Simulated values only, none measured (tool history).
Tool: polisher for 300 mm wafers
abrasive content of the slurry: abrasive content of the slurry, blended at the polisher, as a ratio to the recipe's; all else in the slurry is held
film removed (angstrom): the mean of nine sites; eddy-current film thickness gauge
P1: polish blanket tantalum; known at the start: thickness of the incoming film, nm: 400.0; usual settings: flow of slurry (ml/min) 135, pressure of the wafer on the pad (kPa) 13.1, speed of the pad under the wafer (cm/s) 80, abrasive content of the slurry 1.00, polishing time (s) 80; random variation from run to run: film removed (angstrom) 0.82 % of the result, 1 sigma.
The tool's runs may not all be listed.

run   hour  flow of slurry (ml/min)  pressure of the wafer on the pad (kPa)  speed of the pad under the wafer (cm/s)  abrasive content of the slurry  polishing time (s)  wafers polished on this pad  hours since the slurry nozzle was cleaned  hours since the head pressure was calibrated  hours since the slurry blender was calibrated  film removed (angstrom)
  1   13.7                      135                                    13.1                                       80                            1.00                  80                          261                                      138.7                                         967.3                                           71.9                   923.69
  2   24.2                      135                                     6.2                                       80                            1.00                  80                          365                                      149.2                                         977.8                                           82.4                   433.15
  3   34.8                      175                                    13.1                                       80                            1.00                  80                          469                                      159.8                                         988.4                                           93.0                   946.23
  4   48.1                      135                                    13.1                                       80                            0.55                  80                          599                                      173.1                                        1001.7                                          106.3                   747.02
  5   57.3                      135                                    13.1                                       80                            1.00                 104                          690                                      182.3                                        1010.9                                          115.5                  1201.20
  6   66.7                       80                                    13.1                                       80                            1.00                  80                          782                                      191.7                                        1020.3                                          124.9                   809.14
  7   74.5                      135                                    13.1                                       80                            1.00                  80                          859                                      199.5                                        1028.1                                          132.7                   918.03
      81.4  -- slurry nozzle cleaned
  8   86.1                      135                                    13.1                                       80                            1.00                  80                          973                                        4.8                                        1039.7                                          144.3                   920.72
  9  101.2                      135                                    13.1                                       80                            1.00                  80                         1121                                       19.9                                        1054.8                                          159.4                   904.55
 10  110.6                      135                                    13.1                                       80                            1.00                  80                         1214                                       29.3                                        1064.2                                          168.8                   904.11
 11  119.2                      135                                    13.1                                       80                            1.00                  80                         1298                                       37.9                                        1072.8                                          177.4                   917.88
 12  132.4                      135                                    13.1                                       80                            1.00                  80                         1428                                       51.1                                        1086.0                                          190.6                   909.71
 13  142.6                       80                                    13.1                                       80                            1.00                 123                         1528                                       61.3                                        1096.2                                          200.8                  1256.40
 14  155.6                      135                                    13.1                                       80                            1.00                  36                         1656                                       74.3                                        1109.2                                          213.8                   414.86
 15  162.9                       85                                    13.1                                       80                            1.00                 107                         1728                                       81.6                                        1116.5                                          221.1                  1083.80
 16  176.6                      135                                    13.1                                       80                            1.35                  80                         1862                                       95.3                                        1130.2                                          234.8                   989.11
     180.6  -- slurry blender recalibrated
 17  187.3                      135                                    17.9                                       80                            1.00                  80                         1968                                      106.0                                        1140.9                                            6.7                  1272.70
 18  194.8                      135                                    13.1                                       48                            1.00                  80                         2041                                      113.5                                        1148.4                                           14.2                   555.75
 19  202.9                      135                                    13.1                                      126                            1.00                  80                         2121                                      121.6                                        1156.5                                           22.3                  1469.00
 20  216.5                      135                                    13.1                                       80                            1.00                  80                         2255                                      135.2                                        1170.1                                           35.9                   919.59
 21  225.9                      135                                    13.1                                       80                            1.00                  80                         2347                                      144.6                                        1179.5                                           45.3                   909.52
 22  235.6                      135                                    13.1                                       80                            1.00                  80                         2442                                      154.3                                        1189.2                                           55.0                   869.22
 23  242.9                      135                                    13.1                                       80                            1.00                  80                         2514                                      161.6                                        1196.5                                           62.3                   862.02
 24  249.7                      135                                    13.1                                       80                            1.00                  80                         2581                                      168.4                                        1203.3                                           69.1                   854.44
 25  260.9                      135                                    13.1                                       80                            1.00                  80                         2691                                      179.6                                        1214.5                                           80.3                   849.82
     266.9  -- slurry nozzle cleaned
     272.4  -- worn pad replaced by a new one
 26  275.9                      135                                    13.1                                       80                            1.00                  80                           34                                        9.1                                        1229.5                                           95.3                   840.84
 27  290.4                      135                                    13.1                                       80                            1.00                  80                          177                                       23.6                                        1244.0                                          109.8                   830.02
 28  305.2                      135                                    13.1                                       80                            1.00                  80                          322                                       38.4                                        1258.8                                          124.6                   833.01
 29  317.9                      135                                    13.1                                       80                            1.00                  80                          447                                       51.1                                        1271.5                                          137.3                   823.73
 30  328.0                      135                                    13.1                                       80                            1.00                  80                          546                                       61.2                                        1281.6                                          147.4                   814.21

What P1 gives has crept away from where it was. These 2 causes fit the log equally well, each at the size given:
A: abrasive missing from the slurry, % = 28.8
B: head's pressure below its setpoint, % = 10.4
The creep began at about hour 216.5.
Why every other cause is out:
removal rate lost through wear of the pad, %: serviced at hour 272.4, which brought nothing back
slurry flow missing at the pad, %: serviced at hour 266.9, which brought nothing back

4 check runs are offered, each on 5 wafers whose results are averaged, their results left as question marks. Which one tells the causes apart?
check 1  338.1                      105                                    13.1                                       80                            1.00                 101                                                                                                                                                                                             ?
check 2  338.1                      135                                     7.6                                       80                            1.00                  80                                                                                                                                                                                             ?
check 3  338.1                      105                                    13.1                                       80                            0.70                  80                                                                                                                                                                                             ?
check 4  338.1                      135                                    13.1                                       54                            1.00                  80                                                                                                                                                                                             ?

What each check would give under each cause:
  check                   result    if A    if B
check 1  film removed (angstrom)  985.26  984.82
check 2  film removed (angstrom)  476.65  476.44
check 3  film removed (angstrom)  676.16  694.96
check 4  film removed (angstrom)  555.73  555.48
How far apart the two closest causes lie, in the result that separates them most: check 1 0.04 %; check 2 0.04 %; check 3 2.74 %; check 4 0.04 %
Check 3 tells the causes apart: in the others they would give nearly the same result.

Then check 3 was run and gave: film removed (angstrom) 694.94. Which cause is it?

It is B: head's pressure below its setpoint, %.

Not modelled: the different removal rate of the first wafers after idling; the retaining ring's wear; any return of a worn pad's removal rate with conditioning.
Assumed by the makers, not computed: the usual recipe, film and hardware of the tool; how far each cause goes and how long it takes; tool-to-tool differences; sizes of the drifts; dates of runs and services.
